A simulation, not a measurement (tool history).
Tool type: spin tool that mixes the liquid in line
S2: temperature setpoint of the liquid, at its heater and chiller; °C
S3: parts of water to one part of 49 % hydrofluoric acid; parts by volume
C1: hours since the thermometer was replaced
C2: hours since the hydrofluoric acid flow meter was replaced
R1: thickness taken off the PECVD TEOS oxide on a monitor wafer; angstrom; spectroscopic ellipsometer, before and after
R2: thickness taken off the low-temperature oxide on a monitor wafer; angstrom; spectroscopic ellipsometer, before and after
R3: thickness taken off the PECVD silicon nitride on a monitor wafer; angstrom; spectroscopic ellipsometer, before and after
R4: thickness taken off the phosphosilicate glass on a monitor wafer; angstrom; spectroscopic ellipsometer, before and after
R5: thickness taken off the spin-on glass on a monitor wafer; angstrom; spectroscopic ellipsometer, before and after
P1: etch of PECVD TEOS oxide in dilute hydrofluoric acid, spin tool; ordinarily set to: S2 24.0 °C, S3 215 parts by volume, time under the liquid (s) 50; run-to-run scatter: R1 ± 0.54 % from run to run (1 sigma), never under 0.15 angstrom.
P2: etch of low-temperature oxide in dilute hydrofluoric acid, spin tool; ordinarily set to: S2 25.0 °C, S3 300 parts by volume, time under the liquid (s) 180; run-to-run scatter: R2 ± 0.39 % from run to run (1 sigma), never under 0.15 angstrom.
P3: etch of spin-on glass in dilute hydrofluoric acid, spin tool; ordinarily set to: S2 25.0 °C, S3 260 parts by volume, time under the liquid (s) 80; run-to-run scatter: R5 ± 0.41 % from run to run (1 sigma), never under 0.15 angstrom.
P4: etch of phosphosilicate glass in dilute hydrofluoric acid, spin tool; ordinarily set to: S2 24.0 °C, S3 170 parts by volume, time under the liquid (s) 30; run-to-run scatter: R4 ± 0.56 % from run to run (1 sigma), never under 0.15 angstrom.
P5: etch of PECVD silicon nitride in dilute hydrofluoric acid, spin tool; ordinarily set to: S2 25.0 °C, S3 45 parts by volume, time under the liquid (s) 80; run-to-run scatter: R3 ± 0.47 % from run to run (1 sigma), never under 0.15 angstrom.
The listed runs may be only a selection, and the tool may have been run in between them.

{"run": 1, "hour": 7.5, "process that ran": "P1", "S2": 24.0, "S3": 215, "time under the liquid (s)": 50, "C1": 96.8, "C2": 1181.3, "R1": 57.022}
{"run": 2, "hour": 13.1, "process that ran": "P2", "S2": 25.0, "S3": 540, "time under the liquid (s)": 180, "C1": 102.4, "C2": 1186.9, "R2": 33.154}
{"run": 3, "hour": 18.2, "process that ran": "P1", "S2": 24.0, "S3": 215, "time under the liquid (s)": 50, "C1": 107.5, "C2": 1192.0, "R1": 57.154}
{"run": 4, "hour": 24.2, "process that ran": "P5", "S2": 25.0, "S3": 70, "time under the liquid (s)": 80, "C1": 113.5, "C2": 1198.0, "R3": 28.926}
{"run": 5, "hour": 36.0, "process that ran": "P4", "S2": 24.0, "S3": 170, "time under the liquid (s)": 15, "C1": 125.3, "C2": 1209.8, "R4": 95.68}
{"run": 6, "hour": 44.4, "process that ran": "P1", "S2": 24.0, "S3": 215, "time under the liquid (s)": 50, "C1": 133.7, "C2": 1218.2, "R1": 56.746}
{"run": 7, "hour": 49.6, "process that ran": "P5", "S2": 25.0, "S3": 45, "time under the liquid (s)": 80, "C1": 138.9, "C2": 1223.4, "R3": 44.895}
{"run": 8, "hour": 55.7, "process that ran": "P4", "S2": 17.0, "S3": 170, "time under the liquid (s)": 30, "C1": 145.0, "C2": 1229.5, "R4": 144.68}
{"run": 9, "hour": 61.5, "process that ran": "P3", "S2": 25.0, "S3": 370, "time under the liquid (s)": 80, "C1": 150.8, "C2": 1235.3, "R5": 48.389}
{"run": 10, "hour": 67.9, "process that ran": "P1", "S2": 24.0, "S3": 215, "time under the liquid (s)": 80, "C1": 157.2, "C2": 1241.7, "R1": 90.664}
{"run": 11, "hour": 79.1, "process that ran": "P4", "S2": 24.0, "S3": 85, "time under the liquid (s)": 30, "C1": 168.4, "C2": 1252.9, "R4": 416.16}
{"run": 12, "hour": 85.6, "process that ran": "P1", "S2": 24.0, "S3": 320, "time under the liquid (s)": 50, "C1": 174.9, "C2": 1259.4, "R1": 34.774}
{"run": 13, "hour": 93.7, "process that ran": "P1", "S2": 32.5, "S3": 215, "time under the liquid (s)": 50, "C1": 183.0, "C2": 1267.5, "R1": 76.315}
{"run": 14, "hour": 99.1, "process that ran": "P4", "S2": 24.0, "S3": 170, "time under the liquid (s)": 30, "C1": 188.4, "C2": 1272.9, "R4": 188.72}
{"run": 15, "hour": 108.6, "process that ran": "P3", "S2": 25.0, "S3": 260, "time under the liquid (s)": 115, "C1": 197.9, "C2": 1282.4, "R5": 109.23}
{"run": 16, "hour": 115.9, "process that ran": "P3", "S2": 25.0, "S3": 260, "time under the liquid (s)": 80, "C1": 205.2, "C2": 1289.7, "R5": 75.688}
{"run": 17, "hour": 125.7, "process that ran": "P3", "S2": 20.5, "S3": 260, "time under the liquid (s)": 80, "C1": 215.0, "C2": 1299.5, "R5": 64.254}
{"run": 18, "hour": 135.9, "process that ran": "P5", "S2": 25.0, "S3": 45, "time under the liquid (s)": 15, "C1": 225.2, "C2": 1309.7, "R3": 8.7046}
{"run": 19, "hour": 145.6, "process that ran": "P2", "S2": 25.0, "S3": 300, "time under the liquid (s)": 290, "C1": 234.9, "C2": 1319.4, "R2": 119.65}
{"run": 20, "hour": 156.3, "process that ran": "P3", "S2": 25.0, "S3": 260, "time under the liquid (s)": 80, "C1": 245.6, "C2": 1330.1, "R5": 76.331}
{"run": 21, "hour": 165.6, "process that ran": "P2", "S2": 19.0, "S3": 300, "time under the liquid (s)": 180, "C1": 254.9, "C2": 1339.4, "R2": 60.513}
{"run": 22, "hour": 173.8, "process that ran": "P5", "S2": 18.0, "S3": 45, "time under the liquid (s)": 80, "C1": 263.1, "C2": 1347.6, "R3": 27.825}
{"run": 23, "hour": 180.4, "process that ran": "P2", "S2": 25.0, "S3": 300, "time under the liquid (s)": 180, "C1": 269.7, "C2": 1354.2, "R2": 73.907}
{"run": 24, "hour": 191.5, "process that ran": "P1", "S2": 24.0, "S3": 215, "time under the liquid (s)": 15, "C1": 280.8, "C2": 1365.3, "R1": 17.398}
{"run": 25, "hour": 200.4, "process that ran": "P1", "S2": 19.0, "S3": 215, "time under the liquid (s)": 50, "C1": 289.7, "C2": 1374.2, "R1": 48.056}
{"run": 26, "hour": 210.2, "process that ran": "P2", "S2": 25.0, "S3": 300, "time under the liquid (s)": 180, "C1": 299.5, "C2": 1384.0, "R2": 74.232}
{"run": 27, "hour": 218.8, "process that ran": "P1", "S2": 24.0, "S3": 215, "time under the liquid (s)": 50, "C1": 308.1, "C2": 1392.6, "R1": 57.111}
{"run": 28, "hour": 229.5, "process that ran": "P1", "S2": 17.0, "S3": 215, "time under the liquid (s)": 20, "C1": 318.8, "C2": 1403.3, "R1": 17.45}
{"run": 29, "hour": 239.5, "process that ran": "P4", "S2": 24.0, "S3": 170, "time under the liquid (s)": 30, "C1": 328.8, "C2": 1413.3, "R4": 191.27}
{"run": 30, "hour": 249.0, "process that ran": "P1", "S2": 24.0, "S3": 50, "time under the liquid (s)": 50, "C1": 338.3, "C2": 1422.8, "R1": 296.99}
{"run": 31, "hour": 254.7, "process that ran": "P1", "S2": 24.0, "S3": 80, "time under the liquid (s)": 95, "C1": 344.0, "C2": 1428.5, "R1": 337.45}
{"run": 32, "hour": 265.9, "process that ran": "P1", "S2": 24.0, "S3": 215, "time under the liquid (s)": 50, "C1": 355.2, "C2": 1439.7, "R1": 57.101}
{"run": 33, "hour": 275.4, "process that ran": "P1", "S2": 24.0, "S3": 215, "time under the liquid (s)": 50, "C1": 364.7, "C2": 1449.2, "R1": 58.917}
{"run": 34, "hour": 286.7, "process that ran": "P1", "S2": 24.0, "S3": 215, "time under the liquid (s)": 50, "C1": 376.0, "C2": 1460.5, "R1": 59.057}
{"run": 35, "hour": 297.2, "process that ran": "P1", "S2": 24.0, "S3": 215, "time under the liquid (s)": 50, "C1": 386.5, "C2": 1471.0, "R1": 59.953}
{"run": 36, "hour": 306.2, "process that ran": "P1", "S2": 24.0, "S3": 215, "time under the liquid (s)": 50, "C1": 395.5, "C2": 1480.0, "R1": 61.094}
{"run": 37, "hour": 314.9, "process that ran": "P1", "S2": 24.0, "S3": 215, "time under the liquid (s)": 50, "C1": 404.2, "C2": 1488.7, "R1": 60.999}
{"run": 38, "hour": 324.1, "process that ran": "P1", "S2": 24.0, "S3": 215, "time under the liquid (s)": 50, "C1": 413.4, "C2": 1497.9, "R1": 61.454}
{"run": 39, "hour": 331.8, "process that ran": "P1", "S2": 24.0, "S3": 215, "time under the liquid (s)": 50, "C1": 421.1, "C2": 1505.6, "R1": 61.455}
{"run": 40, "hour": 342.7, "process that ran": "P1", "S2": 24.0, "S3": 215, "time under the liquid (s)": 50, "C1": 432.0, "C2": 1516.5, "R1": 61.177}
{"run": 41, "hour": 348.5, "process that ran": "P1", "S2": 24.0, "S3": 215, "time under the liquid (s)": 50, "C1": 437.8, "C2": 1522.3, "R1": 62.506}
{"run": 42, "hour": 357.1, "process that ran": "P1", "S2": 24.0, "S3": 215, "time under the liquid (s)": 50, "C1": 446.4, "C2": 1530.9, "R1": 61.197}
{"run": 43, "hour": 365.0, "process that ran": "P1", "S2": 24.0, "S3": 215, "time under the liquid (s)": 50, "C1": 454.3, "C2": 1538.8, "R1": 61.305}

What P1 gives has crept away from where it was. These 2 causes fit the log equally well, each at the size given:
A: liquid hotter than its thermometer reads (K) = 2.24
B: hydrofluoric acid flow above the setpoint (%) = 6.83
Creep in the process output first set in at about hour 265.9.

Listed below are the offered check runs, one wafer per run, with question marks in place of results. For which of them would the causes give clearly different outcomes?
{"run": "check 1", "hour": 372.9, "process that ran": "P3", "S2": 25.0, "S3": 260, "time under the liquid (s)": 80, "R5": "?"}
{"run": "check 2", "hour": 372.9, "process that ran": "P4", "S2": 24.0, "S3": 170, "time under the liquid (s)": 30, "R4": "?"}
{"run": "check 3", "hour": 372.9, "process that ran": "P5", "S2": 25.0, "S3": 45, "time under the liquid (s)": 80, "R3": "?"}
{"run": "check 4", "hour": 372.9, "process that ran": "P2", "S2": 25.0, "S3": 300, "time under the liquid (s)": 180, "R2": "?"}

Outcome of each check run for each possible cause:
check=check_1 result=R5 if_A=82.422 if_B=82.890
check=check_2 result=R4 if_A=206.95 if_B=205.87
check=check_3 result=R3 if_A=51.9940 if_B=47.7850
check=check_4 result=R2 if_A=79.906 if_B=80.672
Minimum pairwise separation of causes per check, each pair taken at its best-separating result: check 1 0.57 %; check 2 0.52 %; check 3 8.44 %; check 4 0.95 %
Only check 3 tells the causes apart: in the others they would give nearly the same result.

After running check 3, the following was obtained: R3 47.9100 angstrom. Which cause does this point to?

It was cause B: hydrofluoric acid flow above the setpoint (%).

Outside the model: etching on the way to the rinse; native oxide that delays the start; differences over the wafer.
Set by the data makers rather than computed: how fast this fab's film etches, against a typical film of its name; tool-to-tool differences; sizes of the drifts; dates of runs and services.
